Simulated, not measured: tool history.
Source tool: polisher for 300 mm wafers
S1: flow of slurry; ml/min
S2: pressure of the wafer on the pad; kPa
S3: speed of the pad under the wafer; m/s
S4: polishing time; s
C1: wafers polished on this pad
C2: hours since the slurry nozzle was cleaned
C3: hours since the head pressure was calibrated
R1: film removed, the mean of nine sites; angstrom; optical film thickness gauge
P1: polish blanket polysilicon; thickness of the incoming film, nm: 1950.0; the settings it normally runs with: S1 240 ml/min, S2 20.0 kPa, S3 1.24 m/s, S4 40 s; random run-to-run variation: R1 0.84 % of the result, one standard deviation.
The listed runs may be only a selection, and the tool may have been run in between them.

| run | hour | S1 | S2 | S3 | S4 | C1 | C2 | C3 | R1 |
|---|---|---|---|---|---|---|---|---|---|
| 1 | 12.0 | 240 | 20.0 | 1.24 | 40 | 270 | 172.2 | 211.1 | 3582.4 |
| 2 | 21.5 | 240 | 20.0 | 0.56 | 40 | 355 | 181.7 | 220.6 | 1627.4 |
| 3 | 37.5 | 240 | 20.0 | 1.24 | 23 | 499 | 197.7 | 236.6 | 2068.7 |
| 4 | 48.2 | 240 | 20.0 | 1.24 | 58 | 596 | 208.4 | 247.3 | 5162.3 |
| 5 | 62.9 | 240 | 26.9 | 1.24 | 40 | 728 | 223.1 | 262.0 | 4812.4 |
| 6 | 79.3 | 305 | 20.0 | 1.24 | 40 | 876 | 239.5 | 278.4 | 3659.3 |
| 7 | 86.6 | 240 | 20.0 | 1.24 | 40 | 942 | 246.8 | 285.7 | 3593.2 |
| 8 | 94.1 | 240 | 20.0 | 1.76 | 40 | 1009 | 254.3 | 293.2 | 5076.2 |
| 9 | 105.2 | 240 | 20.0 | 1.24 | 40 | 1109 | 265.4 | 304.3 | 3600.7 |
| 10 | 121.6 | 240 | 9.7 | 1.24 | 40 | 1257 | 281.8 | 320.7 | 1716.1 |
| 11 | 130.0 | 145 | 20.0 | 1.24 | 40 | 1333 | 290.2 | 329.1 | 3334.8 |
| 12 | 145.4 | 240 | 20.0 | 1.24 | 40 | 1472 | 305.6 | 344.5 | 3632.5 |
| 13 | 158.8 | 305 | 31.0 | 1.24 | 40 | 1592 | 319.0 | 357.9 | 5661.1 |
| 14 | 169.6 | 240 | 20.0 | 1.24 | 40 | 1690 | 329.8 | 368.7 | 3576.4 |
| 15 | 180.5 | 240 | 20.0 | 1.24 | 40 | 1788 | 340.7 | 379.6 | 3625.6 |
| 16 | 189.0 | 240 | 20.0 | 1.24 | 40 | 1865 | 349.2 | 388.1 | 3516.0 |
| 17 | 198.2 | 240 | 20.0 | 1.24 | 40 | 1947 | 358.4 | 397.3 | 3481.3 |
| 18 | 206.4 | 240 | 20.0 | 1.24 | 40 | 2021 | 366.6 | 405.5 | 3445.1 |
| 19 | 213.6 | 240 | 20.0 | 1.24 | 40 | 2086 | 373.8 | 412.7 | 3460.9 |
|  | 214.0 | head pressure recalibrated |
| 20 | 224.2 | 240 | 20.0 | 1.24 | 40 | 2182 | 384.4 | 10.2 | 3406.9 |
| 21 | 235.5 | 240 | 20.0 | 1.24 | 40 | 2284 | 395.7 | 21.5 | 3360.2 |
| 22 | 243.5 | 240 | 20.0 | 1.24 | 40 | 2356 | 403.7 | 29.5 | 3423.0 |

The log shows P1 creeping away from where it was. Any of the 2 causes listed here, at the size stated for it, fits the log just as well as the others:
A: removal rate lost through wear of the pad, % = 5.43
B: slurry flow missing at the pad, % = 33.5
The onset of the drift is placed at about hour 180.5.
Other possible causes, and why each is ruled out:
head's pressure below its setpoint, %: serviced at hour 214.0, after the change had begun; the process did not return to its earlier output

Below are 4 check runs, each averaged over 5 wafers, with their results shown as question marks. Which of them would give clearly different results depending on which cause is behind the drift?
| check 1 | 251.5 | 240 | 20.0 | 1.56 | 40 |  |  |  | ? |
| check 2 | 251.5 | 240 | 20.0 | 0.68 | 55 |  |  |  | ? |
| check 3 | 251.5 | 145 | 20.0 | 1.24 | 40 |  |  |  | ? |
| check 4 | 251.5 | 240 | 11.0 | 1.66 | 40 |  |  |  | ? |

Predicted outcomes, by check and by cause:
| check | result | if A | if B |
|---|---|---|---|
| check 1 | R1 | 4285.9 | 4286.2 |
| check 2 | R1 | 2568.8 | 2569.0 |
| check 3 | R1 | 3169.3 | 3067.0 |
| check 4 | R1 | 2516.2 | 2516.4 |
Per check, the gap between the least separated pair of causes, taken in the result that splits them most: check 1 0.01 %; check 2 0.01 %; check 3 3.28 %; check 4 0.01 %
Check 3 tells the causes apart: in the others they would give nearly the same result.

Running check 3 produced the following: R1 3058.3 angstrom. Which one of the listed causes fits?

Of the candidate causes, it is B: slurry flow missing at the pad, %.
